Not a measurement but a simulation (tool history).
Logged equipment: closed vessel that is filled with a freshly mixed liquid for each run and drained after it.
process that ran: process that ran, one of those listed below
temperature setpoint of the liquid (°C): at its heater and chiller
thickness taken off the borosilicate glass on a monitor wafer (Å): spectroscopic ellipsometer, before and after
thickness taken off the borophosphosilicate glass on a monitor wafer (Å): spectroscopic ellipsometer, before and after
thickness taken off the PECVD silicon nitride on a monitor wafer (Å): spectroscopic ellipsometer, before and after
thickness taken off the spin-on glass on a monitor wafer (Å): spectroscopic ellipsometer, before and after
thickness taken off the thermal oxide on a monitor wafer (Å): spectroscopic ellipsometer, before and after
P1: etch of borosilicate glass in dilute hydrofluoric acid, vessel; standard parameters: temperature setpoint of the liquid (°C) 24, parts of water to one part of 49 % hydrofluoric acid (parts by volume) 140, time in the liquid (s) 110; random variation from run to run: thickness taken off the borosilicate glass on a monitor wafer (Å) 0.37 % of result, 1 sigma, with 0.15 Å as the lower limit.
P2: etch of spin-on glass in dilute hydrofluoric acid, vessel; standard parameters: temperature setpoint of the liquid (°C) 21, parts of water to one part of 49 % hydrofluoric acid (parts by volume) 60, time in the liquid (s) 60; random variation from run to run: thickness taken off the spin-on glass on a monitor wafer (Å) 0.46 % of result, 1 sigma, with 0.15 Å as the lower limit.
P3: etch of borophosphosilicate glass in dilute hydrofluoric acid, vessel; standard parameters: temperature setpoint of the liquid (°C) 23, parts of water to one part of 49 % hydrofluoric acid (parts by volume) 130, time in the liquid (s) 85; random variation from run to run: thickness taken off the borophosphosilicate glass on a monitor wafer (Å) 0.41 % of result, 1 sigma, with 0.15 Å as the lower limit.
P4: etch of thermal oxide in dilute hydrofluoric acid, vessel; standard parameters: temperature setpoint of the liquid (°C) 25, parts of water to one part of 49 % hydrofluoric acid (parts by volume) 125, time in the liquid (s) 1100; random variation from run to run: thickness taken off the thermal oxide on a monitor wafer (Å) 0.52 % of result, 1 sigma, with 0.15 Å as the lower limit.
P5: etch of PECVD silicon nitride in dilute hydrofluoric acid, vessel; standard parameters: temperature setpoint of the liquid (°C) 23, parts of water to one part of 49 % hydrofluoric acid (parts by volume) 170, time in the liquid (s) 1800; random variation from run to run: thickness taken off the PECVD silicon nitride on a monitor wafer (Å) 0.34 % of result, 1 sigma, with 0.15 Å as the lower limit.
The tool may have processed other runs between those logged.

| run | hour | process that ran | temperature setpoint of the liquid (°C) | parts of water to one part of 49 % hydrofluoric acid (parts by volume) | time in the liquid (s) | hours since the thermometer was replaced | hours since the hydrofluoric acid flow meter was replaced | thickness taken off the borosilicate glass on a monitor wafer (Å) | thickness taken off the borophosphosilicate glass on a monitor wafer (Å) | thickness taken off the PECVD silicon nitride on a monitor wafer (Å) | thickness taken off the spin-on glass on a monitor wafer (Å) | thickness taken off the thermal oxide on a monitor wafer (Å) |
|---|---|---|---|---|---|---|---|---|---|---|---|---|
| 1 | 3.2 | P1 | 24 | 140 | 110 | 215.1 | 639.6 | 330.34 |  |  |  |  |
| 2 | 8.1 | P3 | 23 | 130 | 85 | 220 | 644.5 |  | 445.86 |  |  |  |
| 3 | 13.2 | P3 | 27.5 | 130 | 85 | 225.1 | 649.6 |  | 533.37 |  |  |  |
| 4 | 17.6 | P5 | 23 | 170 | 1800 | 229.5 | 654 |  |  | 206.08 |  |  |
| 5 | 21.5 | P2 | 21 | 60 | 105 | 233.4 | 657.9 |  |  |  | 498.92 |  |
| 6 | 24.2 | P1 | 24 | 235 | 110 | 236.1 | 660.6 | 176.84 |  |  |  |  |
| 7 | 27.2 | P5 | 23 | 170 | 1800 | 239.1 | 663.6 |  |  | 205.93 |  |  |
| 8 | 31.5 | P4 | 25 | 125 | 1100 | 243.4 | 667.9 |  |  |  |  | 411.82 |
| 9 | 36.3 | P1 | 17.5 | 140 | 110 | 248.2 | 672.7 | 253.6 |  |  |  |  |
| 10 | 39 | P5 | 29.5 | 170 | 1800 | 250.9 | 675.4 |  |  | 307.71 |  |  |
| 11 | 43 | P3 | 23 | 40 | 85 | 254.9 | 679.4 |  | 1616.1 |  |  |  |
| 12 | 47.2 | P4 | 25 | 125 | 1100 | 259.1 | 683.6 |  |  |  |  | 409.24 |
| 13 | 52.5 | P2 | 21 | 85 | 60 | 264.4 | 688.9 |  |  |  | 196.16 |  |
| 14 | 56.8 | P5 | 23 | 170 | 3250 | 268.7 | 693.2 |  |  | 373.33 |  |  |
| 15 | 61 | P4 | 25 | 125 | 510 | 272.9 | 697.4 |  |  |  |  | 189.73 |
| 16 | 66.6 | P1 | 24 | 140 | 110 | 278.5 | 703 | 331.8 |  |  |  |  |
| 17 | 72.4 | P3 | 23 | 130 | 30 | 284.3 | 708.8 |  | 159.24 |  |  |  |
| 18 | 76.6 | P5 | 23 | 55 | 1800 | 288.5 | 713 |  |  | 622.84 |  |  |
| 19 | 80.8 | P1 | 24 | 30 | 195 | 292.7 | 717.2 | 3143.8 |  |  |  |  |
| 20 | 84.7 | P2 | 17 | 60 | 60 | 296.6 | 721.1 |  |  |  | 240.25 |  |
| 21 | 89.6 | P1 | 24 | 50 | 110 | 301.5 | 726 | 1033 |  |  |  |  |
| 22 | 93.3 | P2 | 21 | 60 | 60 | 305.2 | 729.7 |  |  |  | 285.34 |  |
| 23 | 97.2 | P4 | 25 | 55 | 1100 | 309.1 | 733.6 |  |  |  |  | 1018.1 |
| 24 | 102.5 | P1 | 24 | 140 | 195 | 314.4 | 738.9 | 583.66 |  |  |  |  |
| 25 | 105.5 | P1 | 24 | 140 | 30 | 317.4 | 741.9 | 89.945 |  |  |  |  |
| 26 | 110.7 | P4 | 20 | 125 | 1100 | 322.6 | 747.1 |  |  |  |  | 332.83 |
| 27 | 115.5 | P1 | 24 | 140 | 110 | 327.4 | 751.9 | 330.19 |  |  |  |  |
| 28 | 119.9 | P1 | 30 | 140 | 110 | 331.8 | 756.3 | 412.1 |  |  |  |  |
| 29 | 124.4 | P1 | 24 | 140 | 110 | 336.3 | 760.8 | 330.45 |  |  |  |  |
| 30 | 130 | P1 | 24 | 140 | 110 | 341.9 | 766.4 | 331.04 |  |  |  |  |
| 31 | 133.1 | P1 | 24 | 140 | 110 | 345 | 769.5 | 332.01 |  |  |  |  |
| 32 | 138.3 | P1 | 24 | 140 | 110 | 350.2 | 774.7 | 329.41 |  |  |  |  |
| 33 | 142.7 | P1 | 24 | 140 | 110 | 354.6 | 779.1 | 330.05 |  |  |  |  |
| 34 | 146.9 | P1 | 24 | 140 | 110 | 358.8 | 783.3 | 321.04 |  |  |  |  |
| 35 | 150.5 | P1 | 24 | 140 | 110 | 362.4 | 786.9 | 314.62 |  |  |  |  |
| 36 | 153.4 | P1 | 24 | 140 | 110 | 365.3 | 789.8 | 314.38 |  |  |  |  |
| 37 | 157.3 | P1 | 24 | 140 | 110 | 369.2 | 793.7 | 311.56 |  |  |  |  |
| 38 | 161.8 | P1 | 24 | 140 | 110 | 373.7 | 798.2 | 310.26 |  |  |  |  |
| 39 | 164.6 | P1 | 24 | 140 | 110 | 376.5 | 801 | 310.84 |  |  |  |  |
| 40 | 168.8 | P1 | 24 | 140 | 110 | 380.7 | 805.2 | 309.18 |  |  |  |  |

What P1 gives has crept away from where it was. These 2 causes fit the log equally well, each at the size given:
A: hydrofluoric acid flow below the setpoint (%) = 5.5
B: liquid colder than its thermometer reads (K) = 1.7
At approximately hour 142.7, the process output began to creep.

Of the 4 check runs listed below, each run on one wafer and each result written as a question mark, which would let you distinguish the listed causes because they would give clearly different results?
| check 1 | 173 | P3 | 23 | 130 | 85 |  |  |  | ? |  |  |  |
| check 2 | 173 | P2 | 21 | 60 | 60 |  |  |  |  |  | ? |  |
| check 3 | 173 | P5 | 23 | 170 | 1800 |  |  |  |  | ? |  |  |
| check 4 | 173 | P4 | 25 | 125 | 1100 |  |  |  |  |  |  | ? |

How each check would come out, cause by cause:
| check | result | if A | if B |
|---|---|---|---|
| check 1 | thickness taken off the borophosphosilicate glass on a monitor wafer (Å) | 419.31 | 418.53 |
| check 2 | thickness taken off the spin-on glass on a monitor wafer (Å) | 267.83 | 264.94 |
| check 3 | thickness taken off the PECVD silicon nitride on a monitor wafer (Å) | 194.73 | 184.33 |
| check 4 | thickness taken off the thermal oxide on a monitor wafer (Å) | 383.22 | 382.96 |
Minimum pairwise separation of causes per check, each pair taken at its best-separating result: check 1 0.19 %; check 2 1.08 %; check 3 5.49 %; check 4 0.07 %
Check 3 tells the causes apart: in the others they would give nearly the same result.

Check 3 has now been run. It gave: thickness taken off the PECVD silicon nitride on a monitor wafer (Å) 184.99. Which of the candidate causes is it?

It is B: liquid colder than its thermometer reads (K).
